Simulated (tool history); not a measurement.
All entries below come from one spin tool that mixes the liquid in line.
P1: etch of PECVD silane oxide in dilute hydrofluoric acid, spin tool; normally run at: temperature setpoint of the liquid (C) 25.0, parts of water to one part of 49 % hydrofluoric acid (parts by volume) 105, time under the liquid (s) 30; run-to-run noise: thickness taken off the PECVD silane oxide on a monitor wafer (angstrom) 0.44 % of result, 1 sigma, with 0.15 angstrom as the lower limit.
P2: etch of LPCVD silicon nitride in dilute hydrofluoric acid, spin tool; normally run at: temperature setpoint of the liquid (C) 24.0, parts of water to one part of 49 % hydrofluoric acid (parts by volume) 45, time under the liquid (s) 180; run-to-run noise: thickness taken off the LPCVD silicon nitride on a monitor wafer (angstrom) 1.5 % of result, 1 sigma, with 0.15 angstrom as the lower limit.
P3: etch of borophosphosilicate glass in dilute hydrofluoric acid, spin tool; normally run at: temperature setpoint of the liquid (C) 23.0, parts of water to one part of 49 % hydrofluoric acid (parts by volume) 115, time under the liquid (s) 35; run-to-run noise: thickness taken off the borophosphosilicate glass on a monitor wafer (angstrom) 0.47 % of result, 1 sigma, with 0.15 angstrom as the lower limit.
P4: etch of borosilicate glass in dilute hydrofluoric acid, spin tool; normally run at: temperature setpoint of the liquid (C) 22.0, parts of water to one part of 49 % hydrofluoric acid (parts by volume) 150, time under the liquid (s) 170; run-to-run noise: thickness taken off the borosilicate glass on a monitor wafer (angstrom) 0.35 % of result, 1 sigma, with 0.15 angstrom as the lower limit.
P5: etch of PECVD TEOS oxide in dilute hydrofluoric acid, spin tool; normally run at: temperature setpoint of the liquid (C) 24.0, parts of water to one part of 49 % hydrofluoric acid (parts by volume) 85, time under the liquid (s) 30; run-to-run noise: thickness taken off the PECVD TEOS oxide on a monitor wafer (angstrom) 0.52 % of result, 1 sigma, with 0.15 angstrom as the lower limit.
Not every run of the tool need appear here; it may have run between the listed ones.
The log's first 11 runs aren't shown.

run,hour,process that ran,temperature setpoint of the liquid (C),parts of water to one part of 49 % hydrofluoric acid (parts by volume),time under the liquid (s),hours since the thermometer was replaced,hours since the hydrofluoric acid flow meter was replaced,thickness taken off the PECVD silane oxide on a monitor wafer (angstrom),thickness taken off the borosilicate glass on a monitor wafer (angstrom),thickness taken off the borophosphosilicate glass on a monitor wafer (angstrom),thickness taken off the LPCVD silicon nitride on a monitor wafer (angstrom),thickness taken off the PECVD TEOS oxide on a monitor wafer (angstrom)
12,52.4,P1,25.0,105,30,437.0,518.9,119.990,,,,
13,58.4,P1,25.0,105,30,443.0,524.9,119.750,,,,
14,63.4,P5,24.0,20,30,448.0,529.9,,,,,436.670
15,67.3,P5,24.0,85,45,451.9,533.8,,,,,142.040
16,70.8,P4,17.0,150,170,455.4,537.3,,160.77,,,
17,75.4,P3,23.0,115,35,460.0,541.9,,,92.597,,
18,81.5,P1,30.5,105,30,466.1,548.0,148.410,,,,
19,88.0,P2,24.0,45,180,472.6,554.5,,,,18.023,
20,91.9,P2,24.0,45,180,476.5,558.4,,,,18.383,
21,96.6,P2,19.5,45,180,481.2,563.1,,,,13.516,
22,100.3,P1,25.0,105,55,484.9,566.8,221.500,,,,
23,106.9,P1,25.0,105,15,491.5,573.4,60.074,,,,
24,113.5,P1,17.0,105,30,498.1,580.0,87.073,,,,
25,116.7,P1,25.0,35,30,501.3,583.2,396.640,,,,
26,121.3,P4,22.0,270,170,505.9,587.8,,96.99,,,
27,127.5,P1,25.0,105,30,512.1,594.0,119.480,,,,
28,133.0,P3,23.0,115,65,517.6,599.5,,,171.540,,
29,138.1,P5,28.5,85,30,522.7,604.6,,,,,113.280
30,142.7,P1,29.5,160,30,527.3,609.2,87.148,,,,
31,145.6,P1,25.0,105,30,530.2,612.1,121.200,,,,
32,149.9,P4,22.0,150,170,534.5,616.4,,195.45,,,
33,155.5,P2,24.0,65,180,540.1,622.0,,,,12.518,
34,161.7,P1,25.0,105,30,546.3,628.2,120.310,,,,
35,168.0,P1,25.0,105,30,552.6,634.5,123.550,,,,

Forecast run 36:
36,172.2,P1,25.0,105,30,556.8,638.7,?,,,,

thickness taken off the PECVD silane oxide on a monitor wafer (angstrom): 126.430
